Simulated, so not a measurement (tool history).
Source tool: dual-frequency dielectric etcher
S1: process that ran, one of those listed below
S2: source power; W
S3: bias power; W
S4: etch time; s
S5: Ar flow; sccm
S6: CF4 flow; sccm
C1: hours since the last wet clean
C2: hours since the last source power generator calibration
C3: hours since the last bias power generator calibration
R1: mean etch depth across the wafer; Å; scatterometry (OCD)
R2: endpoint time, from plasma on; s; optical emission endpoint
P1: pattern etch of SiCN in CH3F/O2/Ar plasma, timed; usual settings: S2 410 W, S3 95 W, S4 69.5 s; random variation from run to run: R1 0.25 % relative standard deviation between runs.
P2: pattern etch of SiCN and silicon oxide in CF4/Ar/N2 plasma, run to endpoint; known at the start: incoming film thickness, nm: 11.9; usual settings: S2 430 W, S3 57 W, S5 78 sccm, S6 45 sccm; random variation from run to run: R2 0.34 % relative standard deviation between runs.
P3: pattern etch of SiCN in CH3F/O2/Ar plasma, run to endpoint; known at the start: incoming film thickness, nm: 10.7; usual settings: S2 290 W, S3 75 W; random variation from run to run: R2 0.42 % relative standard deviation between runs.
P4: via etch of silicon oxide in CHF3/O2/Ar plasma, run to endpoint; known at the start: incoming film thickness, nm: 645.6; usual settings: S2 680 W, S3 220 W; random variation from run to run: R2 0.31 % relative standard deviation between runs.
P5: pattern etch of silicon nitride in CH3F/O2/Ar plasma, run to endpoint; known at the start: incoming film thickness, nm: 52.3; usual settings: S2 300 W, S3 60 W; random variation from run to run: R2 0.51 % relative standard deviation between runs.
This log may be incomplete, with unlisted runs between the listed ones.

{"run": 1, "hour": 8.3, "S1": "P1", "S2": 410, "S3": 95, "S4": 69.5, "C1": 285, "C2": 1148.2, "C3": 2145.7, "R1": 295.65}
{"run": 2, "hour": 20.0, "S1": "P5", "S2": 300, "S3": 60, "C1": 296.7, "C2": 1159.9, "C3": 2157.4, "R2": 90.07}
{"run": 3, "hour": 29.5, "S1": "P4", "S2": 680, "S3": 220, "C1": 306.2, "C2": 1169.4, "C3": 2166.9, "R2": 291.69}
{"run": 4, "hour": 46.2, "S1": "P1", "S2": 250, "S3": 95, "S4": 69.5, "C1": 322.9, "C2": 1186.1, "C3": 2183.6, "R1": 246.72}
{"run": 5, "hour": 59.1, "S1": "P2", "S2": 430, "S3": 57, "S5": 78, "S6": 34, "C1": 335.8, "C2": 1199, "C3": 2196.5, "R2": 17.176}
{"run": 6, "hour": 75.0, "S1": "P1", "S2": 410, "S3": 95, "S4": 38, "C1": 351.7, "C2": 1214.9, "C3": 2212.4, "R1": 161.55}
{"run": 7, "hour": 87.3, "S1": "P1", "S2": 410, "S3": 95, "S4": 69.5, "C1": 364, "C2": 1227.2, "C3": 2224.7, "R1": 293.88}
{"run": 8, "hour": 105.4, "S1": "P1", "S2": 410, "S3": 95, "S4": 69.5, "C1": 382.1, "C2": 1245.3, "C3": 2242.8, "R1": 293.68}
{"run": 9, "hour": 116.9, "S1": "P1", "S2": 410, "S3": 127, "S4": 97, "C1": 393.6, "C2": 1256.8, "C3": 2254.3, "R1": 461.14}
{"run": 10, "hour": 134.7, "S1": "P1", "S2": 410, "S3": 62, "S4": 45.5, "C1": 411.4, "C2": 1274.6, "C3": 2272.1, "R1": 165.5}
{"run": 11, "hour": 143.3, "S1": "P2", "S2": 430, "S3": 57, "S5": 78, "S6": 45, "C1": 420, "C2": 1283.2, "C3": 2280.7, "R2": 16.294}
{"run": 12, "hour": 158.9, "S1": "P4", "S2": 810, "S3": 220, "C1": 435.6, "C2": 1298.8, "C3": 2296.3, "R2": 271.19}
{"run": 13, "hour": 167.1, "S1": "P4", "S2": 680, "S3": 220, "C1": 443.8, "C2": 1307, "C3": 2304.5, "R2": 288.78}
{"run": 14, "hour": 185.6, "S1": "P1", "S2": 410, "S3": 118, "S4": 69.5, "C1": 462.3, "C2": 1325.5, "C3": 2323, "R1": 319.89}
{"run": 15, "hour": 200.8, "S1": "P4", "S2": 680, "S3": 285, "C1": 477.5, "C2": 1340.7, "C3": 2338.2, "R2": 264.68}
{"run": 16, "hour": 219.0, "S1": "P3", "S2": 210, "S3": 75, "C1": 495.7, "C2": 1358.9, "C3": 2356.4, "R2": 35.672}
{"run": 17, "hour": 234.6, "S1": "P1", "S2": 410, "S3": 67, "S4": 69.5, "C1": 511.3, "C2": 1374.5, "C3": 2372, "R1": 260.52}
{"run": 18, "hour": 253.4, "S1": "P1", "S2": 410, "S3": 95, "S4": 85.5, "C1": 530.1, "C2": 1393.3, "C3": 2390.8, "R1": 361.86}
{"run": 19, "hour": 271.8, "S1": "P1", "S2": 410, "S3": 95, "S4": 69.5, "C1": 548.5, "C2": 1411.7, "C3": 2409.2, "R1": 295.4}
{"run": 20, "hour": 282.0, "S1": "P1", "S2": 410, "S3": 111, "S4": 38, "C1": 558.7, "C2": 1421.9, "C3": 2419.4, "R1": 170.58}
{"run": 21, "hour": 300.4, "S1": "P5", "S2": 300, "S3": 42, "C1": 577.1, "C2": 1440.3, "C3": 2437.8, "R2": 101.22}
{"run": 22, "hour": 313.3, "S1": "P1", "S2": 410, "S3": 95, "S4": 69.5, "C1": 590, "C2": 1453.2, "C3": 2450.7, "R1": 295.15}
{"run": 23, "hour": 322.5, "S1": "P3", "S2": 290, "S3": 75, "C1": 599.2, "C2": 1462.4, "C3": 2459.9, "R2": 31.87}
{"run": 24, "hour": 340.2, "S1": "P5", "S2": 240, "S3": 60, "C1": 616.9, "C2": 1480.1, "C3": 2477.6, "R2": 97.939}
{"run": 25, "hour": 352.3, "S1": "P2", "S2": 560, "S3": 57, "S5": 78, "S6": 45, "C1": 629, "C2": 1492.2, "C3": 2489.7, "R2": 12.82}
{"run": 26, "hour": 362.0, "S1": "P2", "S2": 430, "S3": 77, "S5": 78, "S6": 45, "C1": 638.7, "C2": 1501.9, "C3": 2499.4, "R2": 14.693}
{"run": 27, "hour": 375.3, "S1": "P1", "S2": 500, "S3": 95, "S4": 69.5, "C1": 652, "C2": 1515.2, "C3": 2512.7, "R1": 317.45}
{"hour": 376.4, "done": "wet clean of the chamber"}
{"run": 28, "hour": 388.8, "S1": "P2", "S2": 430, "S3": 57, "S5": 100, "S6": 45, "C1": 12.5, "C2": 1528.7, "C3": 2526.2, "R2": 16.962}
{"run": 29, "hour": 403.4, "S1": "P3", "S2": 290, "S3": 54, "C1": 27.1, "C2": 1543.3, "C3": 2540.8, "R2": 35.736}
{"run": 30, "hour": 412.6, "S1": "P5", "S2": 300, "S3": 60, "C1": 36.3, "C2": 1552.5, "C3": 2550, "R2": 90.595}
{"run": 31, "hour": 430.0, "S1": "P1", "S2": 410, "S3": 95, "S4": 69.5, "C1": 53.7, "C2": 1569.9, "C3": 2567.4, "R1": 294.83}
{"run": 32, "hour": 447.2, "S1": "P1", "S2": 410, "S3": 95, "S4": 69.5, "C1": 70.9, "C2": 1587.1, "C3": 2584.6, "R1": 292.04}
{"run": 33, "hour": 463.3, "S1": "P1", "S2": 410, "S3": 95, "S4": 69.5, "C1": 87, "C2": 1603.2, "C3": 2600.7, "R1": 292.06}
{"run": 34, "hour": 475.4, "S1": "P1", "S2": 410, "S3": 95, "S4": 69.5, "C1": 99.1, "C2": 1615.3, "C3": 2612.8, "R1": 291.79}
{"run": 35, "hour": 488.0, "S1": "P1", "S2": 410, "S3": 95, "S4": 69.5, "C1": 111.7, "C2": 1627.9, "C3": 2625.4, "R1": 289.88}
{"hour": 491.6, "done": "wet clean of the chamber"}
{"run": 36, "hour": 504.7, "S1": "P1", "S2": 410, "S3": 95, "S4": 69.5, "C1": 13.2, "C2": 1644.6, "C3": 2642.1, "R1": 291.93}
{"run": 37, "hour": 518.9, "S1": "P1", "S2": 410, "S3": 95, "S4": 69.5, "C1": 27.4, "C2": 1658.8, "C3": 2656.3, "R1": 290.85}

The log shows P1 creeping away from where it was. Any of the 2 causes listed here, at the size stated for it, fits the log just as well as the others:
A: source power that arrives under what is set, % = 3.68
B: bias power that arrives under what is set, % = 3.66
The onset of the drift is placed at about hour 430.
Each remaining cause and why it is not a fit:
chamber walls in a state that lowers the etch rate, %: was serviced at hour 491.6, once the creep was under way, yet the earlier output never came back

Below are 4 check runs, each averaged over 2 wafers, with their results shown as question marks. Which of them would give clearly different results depending on which cause is behind the drift?
{"run": "check 1", "hour": 533.1, "S1": "P5", "S2": 300, "S3": 60, "R2": "?"}
{"run": "check 2", "hour": 533.1, "S1": "P2", "S2": 430, "S3": 57, "S5": 78, "S6": 45, "R2": "?"}
{"run": "check 3", "hour": 533.1, "S1": "P4", "S2": 680, "S3": 220, "R2": "?"}
{"run": "check 4", "hour": 533.1, "S1": "P3", "S2": 290, "S3": 75, "R2": "?"}

What each check would give under each cause:
check=check_1 result=R2 if_A=91.365 if_B=91.2
check=check_2 result=R2 if_A=16.824 if_B=16.477
check=check_3 result=R2 if_A=293.34 if_B=292.95
check=check_4 result=R2 if_A=32.209 if_B=32.196
Separation of the two closest causes in each check, using whichever result separates them best: check 1 0.18 %; check 2 2.08 %; check 3 0.13 %; check 4 0.04 %
Check 2 distinguishes between the causes, while the remaining checks would return nearly the same result for all of them.

Then check 2 was run and gave: R2 16.403 s. Which cause is it?

It was cause B: bias power that arrives under what is set, %.
